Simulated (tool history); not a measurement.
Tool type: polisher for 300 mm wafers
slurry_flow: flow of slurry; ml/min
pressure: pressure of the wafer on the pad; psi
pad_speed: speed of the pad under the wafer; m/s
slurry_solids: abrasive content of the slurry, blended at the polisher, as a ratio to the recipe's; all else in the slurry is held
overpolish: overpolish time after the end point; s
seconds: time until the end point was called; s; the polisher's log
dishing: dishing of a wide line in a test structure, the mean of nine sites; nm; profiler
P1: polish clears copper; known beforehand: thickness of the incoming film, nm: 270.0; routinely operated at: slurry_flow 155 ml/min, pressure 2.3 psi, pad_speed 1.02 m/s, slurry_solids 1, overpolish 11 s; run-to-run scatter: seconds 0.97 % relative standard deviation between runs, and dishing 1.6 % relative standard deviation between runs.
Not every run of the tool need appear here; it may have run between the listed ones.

run	day	slurry_flow	pressure	pad_speed	slurry_solids	overpolish	seconds	dishing
1	0.225	155	2.3	1.02	1	11	100.48	22.217
2	0.404	155	2.3	1.02	1	11	100.98	22.215
3	0.546	155	2.3	1.02	0.5	11	113.82	19.443
4	0.738	155	2.9	0.62	1	11	133.15	16.754
# day 0.758: worn pad replaced by a new one
5	1	155	2.3	1.34	1	11	75.883	27.926
6	1.146	210	2.3	1.02	1	11	95.327	22.473
7	1.404	155	2.3	1.02	1	11	100.14	21.633
8	1.533	230	2.3	1.02	0.8	11	101.2	22.001
9	1.667	155	2.3	1.02	1.4	11	93.738	23.305
10	1.858	155	2.3	1.02	1	11	99.182	22.002
11	2.071	155	3.4	1.02	1	11	68.458	31.973
12	2.288	155	1	1.02	1	11	230.82	9.8953
13	2.458	155	2.3	1.02	1	4	99.951	8.1146
14	2.588	155	2.3	1.02	1	22	99.646	39.949
15	2.733	105	2.3	1.02	1	11	107.99	20.364
16	2.858	155	2.3	1.02	1	11	99.92	22.357
17	3.004	155	2.3	0.64	1	11	160.11	14.12
18	3.258	155	2.3	1.02	1	11	99.096	22.037

Run 19 is up next; what results do you expect?
19	3.425	155	2.3	1.02	1	11	?	?

Run 19 came out at seconds 102.29 s, dishing 22.01 nm.
